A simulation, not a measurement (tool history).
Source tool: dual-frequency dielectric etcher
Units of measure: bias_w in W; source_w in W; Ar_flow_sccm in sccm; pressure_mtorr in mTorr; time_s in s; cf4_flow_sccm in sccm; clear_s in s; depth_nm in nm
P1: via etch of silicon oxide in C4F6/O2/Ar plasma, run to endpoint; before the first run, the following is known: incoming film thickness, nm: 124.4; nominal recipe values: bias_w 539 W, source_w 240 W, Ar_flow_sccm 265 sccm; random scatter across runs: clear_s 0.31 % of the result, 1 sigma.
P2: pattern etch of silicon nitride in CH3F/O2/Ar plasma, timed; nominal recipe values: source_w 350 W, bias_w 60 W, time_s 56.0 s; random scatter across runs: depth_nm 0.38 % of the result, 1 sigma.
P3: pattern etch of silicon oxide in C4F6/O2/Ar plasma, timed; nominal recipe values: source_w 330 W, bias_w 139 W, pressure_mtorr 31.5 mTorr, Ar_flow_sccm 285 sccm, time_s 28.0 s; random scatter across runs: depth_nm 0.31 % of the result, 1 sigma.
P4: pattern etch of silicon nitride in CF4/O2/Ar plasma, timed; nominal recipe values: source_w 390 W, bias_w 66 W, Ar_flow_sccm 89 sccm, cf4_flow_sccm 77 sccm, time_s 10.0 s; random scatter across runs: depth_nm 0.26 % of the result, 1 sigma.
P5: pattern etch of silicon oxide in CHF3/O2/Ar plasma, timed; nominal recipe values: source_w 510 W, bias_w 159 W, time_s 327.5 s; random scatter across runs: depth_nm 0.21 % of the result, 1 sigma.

run 1 hour=7.2 | process=P1 bias_w=539 source_w=240 Ar_flow_sccm=265 | clear_s=31.867
run 2 hour=18.6 | process=P3 bias_w=139 source_w=330 Ar_flow_sccm=285 pressure_mtorr=31.5 time_s=28.0 | depth_nm=74.366
run 3 hour=25.5 | process=P1 bias_w=539 source_w=240 Ar_flow_sccm=265 | clear_s=31.953
run 4 hour=31.8 | process=P1 bias_w=539 source_w=150 Ar_flow_sccm=265 | clear_s=37.902
run 5 hour=36.9 | process=P1 bias_w=742 source_w=240 Ar_flow_sccm=316 | clear_s=28.598
run 6 hour=43.9 | process=P4 bias_w=66 source_w=390 Ar_flow_sccm=89 time_s=10.0 cf4_flow_sccm=77 | depth_nm=17.184
run 7 hour=52.8 | process=P4 bias_w=66 source_w=390 Ar_flow_sccm=89 time_s=15.0 cf4_flow_sccm=77 | depth_nm=25.712
run 8 hour=58.4 | process=P1 bias_w=539 source_w=300 Ar_flow_sccm=265 | clear_s=29.435
run 9 hour=68.4 | process=P2 bias_w=60 source_w=350 time_s=34.5 | depth_nm=20.989
run 10 hour=79.2 | process=P2 bias_w=60 source_w=350 time_s=56.0 | depth_nm=34.267
run 11 hour=90.2 | process=P2 bias_w=60 source_w=430 time_s=56.0 | depth_nm=37.248
-- hour=93.0 bias power generator calibrated
run 12 hour=95.6 | process=P4 bias_w=66 source_w=540 Ar_flow_sccm=89 time_s=10.0 cf4_flow_sccm=77 | depth_nm=22.581
run 13 hour=101.1 | process=P4 bias_w=82 source_w=390 Ar_flow_sccm=89 time_s=10.0 cf4_flow_sccm=77 | depth_nm=18.691
run 14 hour=109.3 | process=P5 bias_w=159 source_w=510 time_s=180.0 | depth_nm=320.760
run 15 hour=115.9 | process=P1 bias_w=687 source_w=240 Ar_flow_sccm=265 | clear_s=29.160
run 16 hour=122.6 | process=P3 bias_w=139 source_w=330 Ar_flow_sccm=285 pressure_mtorr=31.5 time_s=28.0 | depth_nm=74.530
run 17 hour=131.4 | process=P4 bias_w=66 source_w=390 Ar_flow_sccm=89 time_s=10.0 cf4_flow_sccm=45 | depth_nm=15.949
run 18 hour=141.8 | process=P1 bias_w=728 source_w=240 Ar_flow_sccm=337 | clear_s=29.207
run 19 hour=149.7 | process=P3 bias_w=139 source_w=330 Ar_flow_sccm=285 pressure_mtorr=39.5 time_s=28.0 | depth_nm=72.296
run 20 hour=159.8 | process=P2 bias_w=37 source_w=350 time_s=56.0 | depth_nm=29.422
run 21 hour=171.2 | process=P2 bias_w=60 source_w=350 time_s=56.0 | depth_nm=34.136
-- hour=173.6 Ar flow controller replaced
run 22 hour=181.7 | process=P4 bias_w=66 source_w=390 Ar_flow_sccm=61 time_s=10.0 cf4_flow_sccm=77 | depth_nm=17.709
run 23 hour=189.6 | process=P5 bias_w=159 source_w=510 time_s=327.5 | depth_nm=583.270
run 24 hour=197.5 | process=P1 bias_w=539 source_w=240 Ar_flow_sccm=265 | clear_s=32.165
run 25 hour=205.4 | process=P1 bias_w=539 source_w=240 Ar_flow_sccm=344 | clear_s=32.984
run 26 hour=215.7 | process=P1 bias_w=539 source_w=240 Ar_flow_sccm=265 | clear_s=31.747
run 27 hour=224.0 | process=P3 bias_w=174 source_w=330 Ar_flow_sccm=285 pressure_mtorr=31.5 time_s=28.0 | depth_nm=79.957
run 28 hour=233.9 | process=P1 bias_w=400 source_w=240 Ar_flow_sccm=265 | clear_s=35.881
run 29 hour=243.9 | process=P3 bias_w=139 source_w=330 Ar_flow_sccm=285 pressure_mtorr=31.5 time_s=40.5 | depth_nm=107.300
run 30 hour=252.2 | process=P5 bias_w=95 source_w=510 time_s=327.5 | depth_nm=496.870
run 31 hour=260.7 | process=P3 bias_w=139 source_w=330 Ar_flow_sccm=374 pressure_mtorr=31.5 time_s=28.0 | depth_nm=71.983
run 32 hour=266.5 | process=P3 bias_w=139 source_w=440 Ar_flow_sccm=285 pressure_mtorr=31.5 time_s=28.0 | depth_nm=82.993
run 33 hour=277.0 | process=P5 bias_w=159 source_w=380 time_s=327.5 | depth_nm=522.570
run 34 hour=282.1 | process=P1 bias_w=539 source_w=240 Ar_flow_sccm=155 | clear_s=30.060
run 35 hour=290.7 | process=P1 bias_w=539 source_w=240 Ar_flow_sccm=265 | clear_s=31.880
run 36 hour=297.2 | process=P1 bias_w=539 source_w=240 Ar_flow_sccm=265 | clear_s=32.277
run 37 hour=306.4 | process=P1 bias_w=539 source_w=240 Ar_flow_sccm=265 | clear_s=32.496
run 38 hour=311.6 | process=P1 bias_w=539 source_w=240 Ar_flow_sccm=265 | clear_s=32.299
-- hour=312.3 wet clean of the chamber
run 39 hour=321.5 | process=P1 bias_w=539 source_w=240 Ar_flow_sccm=265 | clear_s=32.588
run 40 hour=326.9 | process=P1 bias_w=539 source_w=240 Ar_flow_sccm=265 | clear_s=32.417
run 41 hour=332.6 | process=P1 bias_w=539 source_w=240 Ar_flow_sccm=265 | clear_s=32.514
run 42 hour=338.8 | process=P1 bias_w=539 source_w=240 Ar_flow_sccm=265 | clear_s=32.346

Compared with where it was, what P1 gives has crept away. Each cause listed below fits the log as well as the rest, at the size given for it:
A: bias power that arrives under what is set, % = 4.56
B: source power that arrives under what is set, % = 4.82
The onset of the drift is placed at about hour 290.7.
Other possible causes, and why each is ruled out:
chamber walls in a state that lowers the etch rate, %: work on it at hour 312.3, done after the drift set in, did not restore what the process gave before
Ar flow that arrives over what is set, %: 8 at the very most, moving clear_s by +0.9 %, which is either too weak or the wrong sign

Question marks stand in for the results of the 4 check runs listed below, each run on one wafer. Under which run would the listed causes show clearly different results?
run check 1 hour=345.0 | process=P5 bias_w=159 source_w=440 time_s=227.0 | depth_nm=?
run check 2 hour=345.0 | process=P3 bias_w=139 source_w=410 Ar_flow_sccm=354 pressure_mtorr=31.5 time_s=28.0 | depth_nm=?
run check 3 hour=345.0 | process=P4 bias_w=66 source_w=390 Ar_flow_sccm=89 time_s=13.0 cf4_flow_sccm=57 | depth_nm=?
run check 4 hour=345.0 | process=P2 bias_w=60 source_w=420 time_s=35.5 | depth_nm=?

What every check run would give for each of its results, assuming each possible cause in turn:
check=check_1 result=depth_nm if_A=377.070 if_B=375.820
check=check_2 result=depth_nm if_A=77.862 if_B=77.413
check=check_3 result=depth_nm if_A=21.070 if_B=20.597
check=check_4 result=depth_nm if_A=22.905 if_B=22.818
Per-check spread between the two closest causes, in the result where they differ most: check 1 0.33 %; check 2 0.58 %; check 3 2.27 %; check 4 0.38 %
Check 3 is the one run that separates the causes; every other check would come out nearly the same whichever cause is at work.

Then check 3 was run and gave: depth_nm 20.729 nm. Which cause is it?

It is B: source power that arrives under what is set, %.
